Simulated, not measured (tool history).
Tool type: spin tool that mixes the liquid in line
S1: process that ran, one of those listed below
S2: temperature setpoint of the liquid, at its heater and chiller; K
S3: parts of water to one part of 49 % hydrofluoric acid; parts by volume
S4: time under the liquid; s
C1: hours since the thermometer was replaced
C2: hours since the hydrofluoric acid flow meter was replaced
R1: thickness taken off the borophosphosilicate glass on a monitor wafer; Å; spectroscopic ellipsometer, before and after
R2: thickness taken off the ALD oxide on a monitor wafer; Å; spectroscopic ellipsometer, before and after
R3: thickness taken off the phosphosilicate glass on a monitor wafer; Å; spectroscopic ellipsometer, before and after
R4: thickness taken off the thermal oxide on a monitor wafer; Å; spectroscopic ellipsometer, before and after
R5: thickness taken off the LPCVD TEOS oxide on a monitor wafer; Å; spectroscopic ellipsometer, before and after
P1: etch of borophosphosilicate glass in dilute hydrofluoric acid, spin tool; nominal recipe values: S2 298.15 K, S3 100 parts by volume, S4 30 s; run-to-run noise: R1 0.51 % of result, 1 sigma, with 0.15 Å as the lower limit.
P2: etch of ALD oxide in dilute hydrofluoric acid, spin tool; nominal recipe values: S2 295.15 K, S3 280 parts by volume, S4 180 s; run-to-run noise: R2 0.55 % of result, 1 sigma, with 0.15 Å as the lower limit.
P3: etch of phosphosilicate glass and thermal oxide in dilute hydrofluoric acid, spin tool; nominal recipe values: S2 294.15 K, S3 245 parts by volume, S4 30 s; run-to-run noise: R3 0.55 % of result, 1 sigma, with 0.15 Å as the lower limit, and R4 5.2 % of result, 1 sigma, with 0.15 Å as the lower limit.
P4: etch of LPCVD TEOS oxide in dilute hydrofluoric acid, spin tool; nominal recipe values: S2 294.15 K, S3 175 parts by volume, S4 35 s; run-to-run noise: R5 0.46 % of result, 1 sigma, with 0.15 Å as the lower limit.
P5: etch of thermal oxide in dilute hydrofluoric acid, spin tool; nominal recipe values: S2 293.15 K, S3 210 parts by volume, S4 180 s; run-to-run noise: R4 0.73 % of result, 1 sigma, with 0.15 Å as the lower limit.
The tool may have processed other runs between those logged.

run	hour	S1	S2	S3	S4	C1	C2	R1	R2	R3	R4	R5
1	7.3	P1	298.15	100	30	1077	540	210.2				
2	13.3	P2	302.65	280	180	1083	546		61.626			
3	20.9	P2	295.15	480	180	1090.6	553.6		23.626			
4	29.3	P3	290.15	245	30	1099	562			163.26	3.9473	
5	34	P5	293.15	210	90	1103.7	566.7				15.123	
6	42.4	P3	294.15	245	30	1112.1	575.1			188.96	4.6615	
7	48.4	P1	298.15	100	15	1118.1	581.1	103.93				
8	57.1	P3	294.15	245	15	1126.8	589.8			94.896	2.4415	
9	63.8	P3	294.15	245	30	1133.5	596.5			188.41	4.0008	
10	68.7	P1	298.15	60	30	1138.4	601.4	365.72				
11	75.8	P1	298.15	170	30	1145.5	608.5	113.04				
12	80.5	P4	294.15	175	35	1150.2	613.2					46.55
13	86.1	P5	290.15	210	180	1155.8	618.8				27.228	
14	92	P1	298.15	100	30	1161.7	624.7	208.81				
15	97.2	P1	298.15	55	15	1166.9	629.9	201.68				
16	104.6	P3	294.15	70	30	1174.3	637.3			792.03	19.613	
17	112.2	P1	301.65	100	30	1181.9	644.9	240.5				
18	117.5	P5	293.15	115	180	1187.2	650.2				61.435	
19	125.4	P1	298.15	100	30	1195.1	658.1	210.07				
20	133.2	P1	292.15	100	30	1202.9	665.9	165.46				
# hour 140.8: thermometer replaced
21	141	P1	298.15	100	30	0.2	673.7	209.45				
22	148.2	P2	295.15	280	75	7.4	680.9		19.862			
23	155.5	P4	294.15	70	35	14.7	688.2					129.06
24	163.2	P5	293.15	210	180	22.4	695.9				31.002	
25	172.1	P4	294.15	175	15	31.3	704.8					19.682
26	180.9	P2	295.15	280	180	40.1	713.6		47.537			
27	185.4	P4	299.15	175	35	44.6	718.1					55.446
28	191.4	P1	298.15	100	55	50.6	724.1	384.92				
29	196.3	P1	298.15	100	30	55.5	729	208.82				
30	204.6	P1	298.15	100	30	63.8	737.3	200.36				
31	209.5	P1	298.15	100	30	68.7	742.2	200.26				
32	216.4	P1	298.15	100	30	75.6	749.1	196.36				
33	224	P1	298.15	100	30	83.2	756.7	196.35				
34	228.6	P1	298.15	100	30	87.8	761.3	194.53				
35	233.5	P1	298.15	100	30	92.7	766.2	196.6				
36	239.3	P1	298.15	100	30	98.5	772	195.81				
37	247.6	P1	298.15	100	30	106.8	780.3	192.96				

Something has made what P1 gives creep away from where it was; the 2 causes below, each at its own stated size, fit the log equally well:
A: liquid colder than its thermometer reads (K) = 1.9
B: hydrofluoric acid flow below the setpoint (%) = 6.44
Onset of the creep was near hour 196.3.

You are offered 4 check runs, listed below with question marks in place of their results; each one averages 3 wafers. Which run separates the listed causes by giving clearly different results for each?
check 1	255.9	P2	300.15	480	180				?			
check 2	255.9	P4	294.15	175	20							?
check 3	255.9	P5	293.15	130	180						?	
check 4	255.9	P3	291.15	245	15					?	?	

Predicted outcomes, by check and by cause:
check	result	if A	if B
check 1	R2	25.851	24.902
check 2	R5	24.423	24.313
check 3	R4	49.71	49.768
check 4	R3	78.156	77.565
check 4	R4	1.8133	1.7996
How far apart the two closest causes lie, in the result that separates them most: check 1 3.74 %; check 2 0.45 %; check 3 0.12 %; check 4 0.76 %
Check 1 is the one run that separates the causes; every other check would come out nearly the same whichever cause is at work.

After running check 1, the following was obtained: R2 24.989 Å. Which cause does this point to?

It was cause B: hydrofluoric acid flow below the setpoint (%).
